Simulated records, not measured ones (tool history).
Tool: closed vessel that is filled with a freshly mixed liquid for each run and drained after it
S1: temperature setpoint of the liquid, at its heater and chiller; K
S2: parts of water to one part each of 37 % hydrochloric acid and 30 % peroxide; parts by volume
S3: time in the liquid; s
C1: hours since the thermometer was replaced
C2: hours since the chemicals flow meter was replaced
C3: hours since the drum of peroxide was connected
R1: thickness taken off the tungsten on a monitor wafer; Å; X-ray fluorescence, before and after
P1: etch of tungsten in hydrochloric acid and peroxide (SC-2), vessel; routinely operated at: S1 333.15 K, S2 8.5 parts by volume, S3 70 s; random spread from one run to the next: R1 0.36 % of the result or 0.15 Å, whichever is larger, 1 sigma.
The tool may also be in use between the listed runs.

run	hour	S1	S2	S3	C1	C2	C3	R1
1	7.1	333.15	8.5	70	524.3	1105	823.8	245.85
2	13.1	333.15	13	70	530.3	1111	829.8	171.72
3	23	333.15	4	70	540.2	1120.9	839.7	426.5
4	31.2	333.15	8.5	40	548.4	1129.1	847.9	140.25
# hour 36.6: new drum of peroxide connected
5	41.8	318.65	13.5	70	559	1139.7	5.3	64.187
6	46.5	333.15	8.5	105	563.7	1144.4	10	369.01
7	51.4	345.15	8.5	70	568.6	1149.3	14.9	506.02
8	62.3	342.65	5	70	579.5	1160.2	25.8	655.98
9	72.1	333.15	8.5	70	589.3	1170	35.6	243.41
10	77.4	322.65	8.5	70	594.6	1175.3	40.9	124.54
11	83.2	333.15	8.5	70	600.4	1181.1	46.7	244.49
12	91.7	333.15	8.5	70	608.9	1189.6	55.2	245.36
13	97	333.15	8.5	70	614.2	1194.9	60.5	246.19
14	103	333.15	8.5	70	620.2	1200.9	66.5	252.82
15	109.1	333.15	8.5	70	626.3	1207	72.6	257.95
16	116.5	333.15	8.5	70	633.7	1214.4	80	262.03
17	126.1	333.15	8.5	70	643.3	1224	89.6	263.63
18	131.7	333.15	8.5	70	648.9	1229.6	95.2	265.03
19	137	333.15	8.5	70	654.2	1234.9	100.5	265.5
20	146.7	333.15	8.5	70	663.9	1244.6	110.2	266.82
21	153.8	333.15	8.5	70	671	1251.7	117.3	267.32
22	159.3	333.15	8.5	70	676.5	1257.2	122.8	268.08

What P1 gives has crept off from where it sat before. The 2 causes that follow fit the log equally well, each at the size noted:
A: liquid hotter than its thermometer reads (K) = 1.41
B: chemicals flow above the setpoint (%) = 11.6
Creep in the process output first set in at about hour 97.
What rules out each remaining cause:
peroxide weaker than its label (%): capped at 8; at that size R1 would change by -7.3 %, too little to explain the creep or opposite to it

The list below offers 4 check runs, each averaging the results of 2 wafers, and shows each result as a question mark. For which of them would the listed causes give clearly different results?
check 1	164.8	326.15	4	70				?
check 2	164.8	333.15	12.5	70				?
check 3	164.8	323.15	8.5	70				?
check 4	164.8	340.15	8.5	70				?

How each check would come out, cause by cause:
check	result	if A	if B
check 1	R1	300.35	294.39
check 2	R1	193.89	195.02
check 3	R1	141.01	140.22
check 4	R1	410.18	411.6
How far apart the two closest causes lie, in the result that separates them most: check 1 2 %; check 2 0.58 %; check 3 0.57 %; check 4 0.34 %
Of the check runs offered, only check 1 discriminates between the causes; the rest would read about the same regardless of which cause applies.

Check 1 has now been run. It gave: R1 300.31 Å. Which of the candidate causes is it?

The correct cause is A, namely: liquid hotter than its thermometer reads (K).
